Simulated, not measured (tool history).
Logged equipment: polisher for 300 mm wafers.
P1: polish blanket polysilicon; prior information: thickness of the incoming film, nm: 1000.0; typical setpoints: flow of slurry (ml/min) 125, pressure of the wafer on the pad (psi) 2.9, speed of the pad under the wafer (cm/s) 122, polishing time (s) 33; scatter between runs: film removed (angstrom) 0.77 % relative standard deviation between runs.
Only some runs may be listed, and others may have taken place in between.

run  hour  flow of slurry (ml/min)  pressure of the wafer on the pad (psi)  speed of the pad under the wafer (cm/s)  polishing time (s)  wafers polished on this pad  hours since the slurry nozzle was cleaned  hours since the head pressure was calibrated  film removed (angstrom)
  1   4.2                      125                                     2.9                                      122                  33                          708                                      104.3                                         626.5                   3981.9
  2   8.7                      125                                     1.3                                      122                  33                          750                                      108.8                                           631                   1811.3
  3  14.1                      125                                     2.9                                      122                  33                          799                                      114.2                                         636.4                   4039.3
  4  16.8                      175                                     2.9                                      168                  33                          824                                      116.9                                         639.1                   5811.6
  5  21.7                       80                                     2.9                                      122                  33                          869                                      121.8                                           644                   3572.7
  6  24.7                      125                                     2.9                                      122                  33                          897                                      124.8                                           647                   3946.2
  7  29.2                      125                                     2.9                                      122                  33                          938                                      129.3                                         651.5                   4029.7
  8  32.6                      125                                     4.4                                      122                  33                          969                                      132.7                                         654.9                   6099.5
  9  36.6                      125                                     2.9                                      122                  16                         1006                                      136.7                                         658.9                   1956.2
 10  39.6                      125                                     2.9                                      188                  33                         1034                                      139.7                                         661.9                   6179.5
 11  43.4                      125                                     2.9                                      122                  33                         1069                                      143.5                                         665.7                   4009.7
 12  48.3                      125                                     2.9                                       54                  33                         1114                                      148.4                                         670.6                     1781
 13  53.3                      190                                     2.9                                      122                  33                         1160                                      153.4                                         675.6                   4320.4
 14  56.1                      125                                     2.9                                      122                  52                         1185                                      156.2                                         678.4                   6273.7
 15    59                      125                                     2.9                                      122                  33                         1212                                      159.1                                         681.3                   3994.4
 16  62.7                      125                                     2.2                                      122                  25                         1246                                      162.8                                           685                   2288.6
 17  65.6                      125                                     2.9                                      122                  33                         1273                                      165.7                                         687.9                   3949.3
 18  68.7                      125                                     2.9                                      122                  33                         1301                                      168.8                                           691                     3876
 19  72.9                      125                                     2.9                                      122                  33                         1340                                        173                                         695.2                   3755.2
     75.5  -- worn pad replaced by a new one
 20  76.7                      125                                     2.9                                      122                  33                           11                                      176.8                                           699                   3689.8
 21  81.3                      125                                     2.9                                      122                  33                           53                                      181.4                                         703.6                   3612.7
 22  84.9                      125                                     2.9                                      122                  33                           87                                        185                                         707.2                   3639.8
 23  87.4                      125                                     2.9                                      122                  33                          110                                      187.5                                         709.7                   3635.6
 24  91.2                      125                                     2.9                                      122                  33                          144                                      191.3                                         713.5                   3596.6

Compared with where it was, what P1 gives has crept away. Each cause listed below fits the log as well as the rest, at the size given for it:
A: slurry flow missing at the pad, % = 32.9
B: head's pressure below its setpoint, % = 9.29
The gradual shift began around hour 65.6.
Every other cause this tool's parts could produce, and why it does not fit the log:
removal rate lost through wear of the pad, %: serviced at hour 75.5, which brought nothing back

Which of the 4 check runs listed below, each an average over 5 wafers with its results shown as question marks, gives clearly different results under the different listed causes?
check 1    95                      180                                     1.3                                      122                  33                                                                                                                                              ?
check 2    95                      125                                     4.4                                      122                  17                                                                                                                                              ?
check 3    95                      125                                     2.9                                       76                  33                                                                                                                                              ?
check 4    95                      125                                       2                                      122                  48                                                                                                                                              ?

What every check run would give for each of its results, assuming each possible cause in turn:
  check                   result    if A    if B
check 1  film removed (angstrom)  1783.4  1735.1
check 2  film removed (angstrom)  2841.2  2840.8
check 3  film removed (angstrom)  2264.5  2264.1
check 4  film removed (angstrom)  3646.5  3645.9
Per check, the gap between the least separated pair of causes, taken in the result that splits them most: check 1 2.75 %; check 2 0.02 %; check 3 0.02 %; check 4 0.02 %
Check 1 tells the causes apart: in the others they would give nearly the same result.

With check 1 done, the readings were: film removed (angstrom) 1733.6. Identify which of the listed causes applies.

The cause is B: head's pressure below its setpoint, %.

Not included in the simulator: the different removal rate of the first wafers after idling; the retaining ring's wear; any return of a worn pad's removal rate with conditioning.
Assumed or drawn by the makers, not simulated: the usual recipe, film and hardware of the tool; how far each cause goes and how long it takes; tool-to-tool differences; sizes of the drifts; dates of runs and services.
